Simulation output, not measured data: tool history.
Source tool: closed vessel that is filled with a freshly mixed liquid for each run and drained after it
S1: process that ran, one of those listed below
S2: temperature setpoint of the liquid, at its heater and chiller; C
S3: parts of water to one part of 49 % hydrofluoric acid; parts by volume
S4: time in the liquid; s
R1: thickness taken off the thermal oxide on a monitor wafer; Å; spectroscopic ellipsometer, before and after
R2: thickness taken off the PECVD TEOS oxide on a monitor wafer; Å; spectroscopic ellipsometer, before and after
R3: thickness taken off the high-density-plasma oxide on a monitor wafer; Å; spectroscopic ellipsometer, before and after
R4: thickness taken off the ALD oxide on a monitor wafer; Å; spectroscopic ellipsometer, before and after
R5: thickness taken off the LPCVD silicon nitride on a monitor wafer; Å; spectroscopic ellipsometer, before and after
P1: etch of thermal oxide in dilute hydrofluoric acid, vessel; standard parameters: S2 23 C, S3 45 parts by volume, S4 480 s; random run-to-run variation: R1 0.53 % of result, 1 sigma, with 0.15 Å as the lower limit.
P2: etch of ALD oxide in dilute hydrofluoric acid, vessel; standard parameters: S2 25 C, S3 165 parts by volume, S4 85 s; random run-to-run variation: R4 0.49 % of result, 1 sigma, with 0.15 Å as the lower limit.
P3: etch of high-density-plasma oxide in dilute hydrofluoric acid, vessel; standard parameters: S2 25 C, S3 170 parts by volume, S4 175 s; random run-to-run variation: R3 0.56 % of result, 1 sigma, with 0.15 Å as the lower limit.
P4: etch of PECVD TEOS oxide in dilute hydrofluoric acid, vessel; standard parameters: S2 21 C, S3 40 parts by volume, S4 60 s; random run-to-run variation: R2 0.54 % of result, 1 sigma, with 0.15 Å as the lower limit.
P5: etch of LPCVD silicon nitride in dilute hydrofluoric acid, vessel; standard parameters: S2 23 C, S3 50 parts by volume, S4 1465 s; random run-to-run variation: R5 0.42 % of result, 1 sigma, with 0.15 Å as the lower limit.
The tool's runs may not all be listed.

{"run": 1, "hour": 5.8, "S1": "P1", "S2": 23, "S3": 45, "S4": 480, "R1": 546.85}
{"run": 2, "hour": 12.1, "S1": "P1", "S2": 23, "S3": 45, "S4": 480, "R1": 542.08}
{"run": 3, "hour": 17.2, "S1": "P4", "S2": 21, "S3": 25, "S4": 60, "R2": 525.5}
{"run": 4, "hour": 23.2, "S1": "P3", "S2": 25, "S3": 35, "S4": 175, "R3": 382.89}
{"run": 5, "hour": 28.0, "S1": "P1", "S2": 23, "S3": 45, "S4": 480, "R1": 550.14}
{"run": 6, "hour": 33.7, "S1": "P1", "S2": 23, "S3": 45, "S4": 480, "R1": 547.91}
{"run": 7, "hour": 38.5, "S1": "P4", "S2": 21, "S3": 40, "S4": 60, "R2": 324.36}
{"run": 8, "hour": 45.8, "S1": "P4", "S2": 21, "S3": 40, "S4": 30, "R2": 163.45}
{"run": 9, "hour": 53.0, "S1": "P2", "S2": 25, "S3": 165, "S4": 160, "R4": 145.72}
{"run": 10, "hour": 59.1, "S1": "P1", "S2": 28.5, "S3": 45, "S4": 480, "R1": 687.61}
{"run": 11, "hour": 66.3, "S1": "P5", "S2": 23, "S3": 50, "S4": 245, "R5": 22.63}
{"run": 12, "hour": 70.7, "S1": "P1", "S2": 17, "S3": 45, "S4": 480, "R1": 420.31}
{"run": 13, "hour": 74.3, "S1": "P1", "S2": 23, "S3": 20, "S4": 480, "R1": 1273.1}
{"run": 14, "hour": 78.0, "S1": "P3", "S2": 25, "S3": 170, "S4": 175, "R3": 66.698}
{"run": 15, "hour": 83.2, "S1": "P5", "S2": 23, "S3": 70, "S4": 1465, "R5": 97.485}
{"run": 16, "hour": 90.5, "S1": "P4", "S2": 25, "S3": 40, "S4": 60, "R2": 381.56}
{"run": 17, "hour": 94.5, "S1": "P5", "S2": 23, "S3": 50, "S4": 1465, "R5": 136.15}
{"run": 18, "hour": 101.3, "S1": "P5", "S2": 27, "S3": 50, "S4": 1465, "R5": 179.31}
{"run": 19, "hour": 105.0, "S1": "P1", "S2": 23, "S3": 45, "S4": 955, "R1": 1101.8}
{"run": 20, "hour": 111.0, "S1": "P1", "S2": 23, "S3": 45, "S4": 225, "R1": 257.72}
{"run": 21, "hour": 117.0, "S1": "P1", "S2": 23, "S3": 45, "S4": 480, "R1": 544.17}
{"run": 22, "hour": 121.8, "S1": "P1", "S2": 29, "S3": 45, "S4": 915, "R1": 1331}
{"run": 23, "hour": 129.6, "S1": "P3", "S2": 17, "S3": 170, "S4": 175, "R3": 48.743}
{"run": 24, "hour": 135.6, "S1": "P2", "S2": 17, "S3": 165, "S4": 85, "R4": 56.515}
{"run": 25, "hour": 142.4, "S1": "P3", "S2": 25, "S3": 170, "S4": 315, "R3": 120.7}
{"run": 26, "hour": 149.4, "S1": "P1", "S2": 23, "S3": 70, "S4": 480, "R1": 338.41}
{"run": 27, "hour": 157.4, "S1": "P1", "S2": 23, "S3": 45, "S4": 480, "R1": 547.45}
{"run": 28, "hour": 162.8, "S1": "P2", "S2": 25, "S3": 50, "S4": 85, "R4": 292.94}
{"run": 29, "hour": 167.8, "S1": "P1", "S2": 23, "S3": 45, "S4": 480, "R1": 541.94}
{"run": 30, "hour": 175.8, "S1": "P2", "S2": 25, "S3": 165, "S4": 85, "R4": 77.057}
{"run": 31, "hour": 179.7, "S1": "P1", "S2": 23, "S3": 45, "S4": 480, "R1": 548}
{"run": 32, "hour": 185.5, "S1": "P1", "S2": 23, "S3": 45, "S4": 480, "R1": 535.17}
{"run": 33, "hour": 189.7, "S1": "P1", "S2": 23, "S3": 45, "S4": 480, "R1": 517.71}
{"run": 34, "hour": 196.2, "S1": "P1", "S2": 23, "S3": 45, "S4": 480, "R1": 510}
{"run": 35, "hour": 201.8, "S1": "P1", "S2": 23, "S3": 45, "S4": 480, "R1": 503.03}
{"run": 36, "hour": 205.6, "S1": "P1", "S2": 23, "S3": 45, "S4": 480, "R1": 496.59}
{"run": 37, "hour": 213.7, "S1": "P1", "S2": 23, "S3": 45, "S4": 480, "R1": 497.73}
{"run": 38, "hour": 217.2, "S1": "P1", "S2": 23, "S3": 45, "S4": 480, "R1": 492.26}
{"run": 39, "hour": 225.2, "S1": "P1", "S2": 23, "S3": 45, "S4": 480, "R1": 498.25}

Expected results for the next run?
{"run": 40, "hour": 231.0, "S1": "P1", "S2": 23, "S3": 45, "S4": 480, "R1": "?"}

Run 40 measured R1 496.96 Å.

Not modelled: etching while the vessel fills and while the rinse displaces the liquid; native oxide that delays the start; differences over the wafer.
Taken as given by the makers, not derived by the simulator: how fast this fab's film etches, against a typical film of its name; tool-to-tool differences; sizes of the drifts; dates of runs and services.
